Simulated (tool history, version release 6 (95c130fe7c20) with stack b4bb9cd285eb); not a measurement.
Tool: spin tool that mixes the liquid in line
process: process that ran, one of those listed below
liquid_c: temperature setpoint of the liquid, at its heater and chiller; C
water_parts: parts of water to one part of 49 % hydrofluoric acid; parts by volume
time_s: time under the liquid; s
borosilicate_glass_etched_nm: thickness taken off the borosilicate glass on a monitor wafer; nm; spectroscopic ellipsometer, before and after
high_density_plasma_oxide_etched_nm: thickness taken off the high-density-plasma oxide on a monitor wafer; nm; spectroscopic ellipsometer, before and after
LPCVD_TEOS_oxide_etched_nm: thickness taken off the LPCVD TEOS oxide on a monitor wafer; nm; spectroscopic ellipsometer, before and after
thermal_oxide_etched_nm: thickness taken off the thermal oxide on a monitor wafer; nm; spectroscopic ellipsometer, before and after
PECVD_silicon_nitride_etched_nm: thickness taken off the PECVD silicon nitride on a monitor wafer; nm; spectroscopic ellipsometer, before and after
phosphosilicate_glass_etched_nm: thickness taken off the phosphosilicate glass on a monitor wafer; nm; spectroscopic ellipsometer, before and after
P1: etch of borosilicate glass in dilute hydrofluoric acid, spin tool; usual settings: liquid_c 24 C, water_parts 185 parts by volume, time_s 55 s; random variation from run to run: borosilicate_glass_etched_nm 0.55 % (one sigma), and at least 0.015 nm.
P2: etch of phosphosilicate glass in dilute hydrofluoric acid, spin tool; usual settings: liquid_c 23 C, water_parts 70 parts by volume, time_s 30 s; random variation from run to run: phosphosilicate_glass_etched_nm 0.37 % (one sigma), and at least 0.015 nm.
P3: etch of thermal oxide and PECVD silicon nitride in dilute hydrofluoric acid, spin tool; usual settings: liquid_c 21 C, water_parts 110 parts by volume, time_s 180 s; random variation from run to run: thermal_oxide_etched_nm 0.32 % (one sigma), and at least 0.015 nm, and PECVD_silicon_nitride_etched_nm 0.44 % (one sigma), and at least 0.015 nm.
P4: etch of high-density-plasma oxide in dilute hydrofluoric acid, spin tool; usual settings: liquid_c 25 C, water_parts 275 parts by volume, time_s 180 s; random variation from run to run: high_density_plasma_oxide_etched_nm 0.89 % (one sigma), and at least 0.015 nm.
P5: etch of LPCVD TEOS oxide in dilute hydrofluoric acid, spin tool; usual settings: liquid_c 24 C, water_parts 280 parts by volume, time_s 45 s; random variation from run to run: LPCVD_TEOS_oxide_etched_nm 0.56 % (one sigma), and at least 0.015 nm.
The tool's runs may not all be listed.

run,hour,process,liquid_c,water_parts,time_s,hours since the thermometer was replaced,hours since the hydrofluoric acid flow meter was replaced,borosilicate_glass_etched_nm,high_density_plasma_oxide_etched_nm,LPCVD_TEOS_oxide_etched_nm,thermal_oxide_etched_nm,PECVD_silicon_nitride_etched_nm,phosphosilicate_glass_etched_nm
1,11.9,P1,24,185,55,682.6,1286.3,8.5628,,,,,
2,22.6,P4,25,275,55,693.3,1297,,0.83567,,,,
3,37,P5,24,280,45,707.7,1311.4,,,7.2986,,,
4,47.9,P3,21,110,180,718.6,1322.3,,,,6.967,6.9526,
5,61.2,P3,21,195,180,731.9,1335.6,,,,3.5691,3.9769,
6,70.5,P1,24,75,25,741.2,1344.9,11.037,,,,,
7,82.5,P2,23,70,15,753.2,1356.9,,,,,,21.195
8,92.9,P1,24,185,55,763.6,1367.3,8.6317,,,,,
9,104.3,P5,24,65,45,775,1378.7,,,40.015,,,
10,110.8,P2,23,70,30,781.5,1385.2,,,,,,42.155
11,123.8,P3,28,110,180,794.5,1398.2,,,,9.0805,10.876,
12,133.1,P1,28,185,15,803.8,1407.5,2.7163,,,,,
13,143.8,P5,24,280,45,814.5,1418.2,,,7.342,,,
14,150.6,P1,31,185,55,821.3,1425,11.081,,,,,
15,163.1,P3,21,110,300,833.8,1437.5,,,,11.521,11.546,
16,176.9,P5,17,280,45,847.6,1451.3,,,5.7183,,,
17,189.7,P5,24,280,85,860.4,1464.1,,,13.888,,,
18,197.1,P1,24,185,105,867.8,1471.5,16.497,,,,,
19,207.3,P2,23,115,30,878,1481.7,,,,,,24.099
20,214.5,P2,29.5,70,30,885.2,1488.9,,,,,,54.642
21,223.9,P1,24,110,55,894.6,1498.3,15.869,,,,,
22,238.6,P2,23,70,30,909.3,1513,,,,,,41.862
23,248.5,P1,24,185,55,919.2,1522.9,8.6132,,,,,
24,263.1,P1,24,185,55,933.8,1537.5,8.6218,,,,,
25,275.6,P1,24,185,25,946.3,1550,3.9502,,,,,
26,289.5,P4,25,275,180,960.2,1563.9,,2.7143,,,,
27,297.3,P1,17,185,55,968,1571.7,6.5624,,,,,
28,310.1,P1,24,300,55,980.8,1584.5,4.7433,,,,,
29,322.2,P4,25,275,180,992.9,1596.6,,2.6704,,,,
30,332.7,P4,32.5,275,180,1003.4,1607.1,,3.5282,,,,
31,343.7,P4,25,70,180,1014.4,1618.1,,13.444,,,,
32,353.3,P1,24,185,55,1024,1627.7,8.6742,,,,,
33,359.8,P1,24,185,55,1030.5,1634.2,8.7219,,,,,
34,371.7,P1,24,185,55,1042.4,1646.1,8.9263,,,,,

The next listed run, before its measurement:
35,381.8,P1,24,185,55,1052.5,1656.2,?,,,,,

borosilicate_glass_etched_nm: 9.0439 nm
